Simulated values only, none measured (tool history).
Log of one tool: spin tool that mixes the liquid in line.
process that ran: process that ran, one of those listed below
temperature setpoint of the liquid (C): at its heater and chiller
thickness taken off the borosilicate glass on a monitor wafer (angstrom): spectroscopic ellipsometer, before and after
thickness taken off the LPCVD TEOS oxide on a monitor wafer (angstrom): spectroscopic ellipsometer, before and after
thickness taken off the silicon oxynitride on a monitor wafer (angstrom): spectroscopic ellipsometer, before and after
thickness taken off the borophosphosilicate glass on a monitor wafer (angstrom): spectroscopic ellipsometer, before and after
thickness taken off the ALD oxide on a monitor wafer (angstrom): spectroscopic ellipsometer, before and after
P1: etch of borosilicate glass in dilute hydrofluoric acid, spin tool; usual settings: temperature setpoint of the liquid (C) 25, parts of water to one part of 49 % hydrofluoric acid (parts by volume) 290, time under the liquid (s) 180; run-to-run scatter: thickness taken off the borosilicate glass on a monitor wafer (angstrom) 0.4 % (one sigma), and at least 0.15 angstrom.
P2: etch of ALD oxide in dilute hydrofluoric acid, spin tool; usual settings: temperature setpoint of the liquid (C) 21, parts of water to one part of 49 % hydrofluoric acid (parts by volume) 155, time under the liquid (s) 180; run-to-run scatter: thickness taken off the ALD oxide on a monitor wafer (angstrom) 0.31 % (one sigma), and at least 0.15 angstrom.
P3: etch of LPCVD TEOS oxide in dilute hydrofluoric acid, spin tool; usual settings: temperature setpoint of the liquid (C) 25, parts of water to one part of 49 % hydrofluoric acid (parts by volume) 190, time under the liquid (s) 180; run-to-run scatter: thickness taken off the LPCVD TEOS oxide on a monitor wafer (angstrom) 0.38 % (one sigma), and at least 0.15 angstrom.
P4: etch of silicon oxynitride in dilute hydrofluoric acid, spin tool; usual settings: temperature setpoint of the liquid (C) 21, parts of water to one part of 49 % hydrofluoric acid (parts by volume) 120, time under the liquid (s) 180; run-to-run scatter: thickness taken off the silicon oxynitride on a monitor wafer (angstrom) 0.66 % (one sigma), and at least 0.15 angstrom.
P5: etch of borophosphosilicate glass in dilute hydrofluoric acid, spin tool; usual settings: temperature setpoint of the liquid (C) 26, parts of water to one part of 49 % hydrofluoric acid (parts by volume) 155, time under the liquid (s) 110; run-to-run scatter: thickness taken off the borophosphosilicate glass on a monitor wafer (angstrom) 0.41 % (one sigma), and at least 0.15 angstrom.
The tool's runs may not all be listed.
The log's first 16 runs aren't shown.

run,hour,process that ran,temperature setpoint of the liquid (C),parts of water to one part of 49 % hydrofluoric acid (parts by volume),time under the liquid (s),hours since the thermometer was replaced,hours since the hydrofluoric acid flow meter was replaced,thickness taken off the borosilicate glass on a monitor wafer (angstrom),thickness taken off the LPCVD TEOS oxide on a monitor wafer (angstrom),thickness taken off the silicon oxynitride on a monitor wafer (angstrom),thickness taken off the borophosphosilicate glass on a monitor wafer (angstrom),thickness taken off the ALD oxide on a monitor wafer (angstrom)
17,97.3,P1,25,290,180,305.9,431.2,103.68,,,,
18,103.2,P1,25,145,180,311.8,437.1,238.12,,,,
19,107.5,P5,26,255,110,316.1,441.4,,,,126.61,
20,112.6,P1,30,290,180,321.2,446.5,120.99,,,,
21,120.4,P2,21,155,180,329,454.3,,,,,153.29
22,127.7,P3,25,190,180,336.3,461.6,,385.77,,,
23,132.3,P2,21,155,25,340.9,466.2,,,,,21.161
24,139.6,P2,29.5,155,180,348.2,473.5,,,,,211.81
25,145.3,P1,25,480,180,353.9,479.2,51.945,,,,
26,151.6,P1,25,290,180,360.2,485.5,102.32,,,,
27,156,P5,34,155,110,364.6,489.9,,,,311.61,
28,164.1,P4,21,120,35,372.7,498,,,7.8185,,
29,172,P3,25,190,180,380.6,505.9,,383.62,,,
30,179.9,P2,21,155,180,388.5,513.8,,,,,154.17
31,185.4,P1,25,290,285,394,519.3,162.86,,,,

Run 32 comes next. What will it give?
32,192.9,P1,25,290,180,401.5,526.8,?,,,,

Run 32 gave thickness taken off the borosilicate glass on a monitor wafer (angstrom) 102.54.
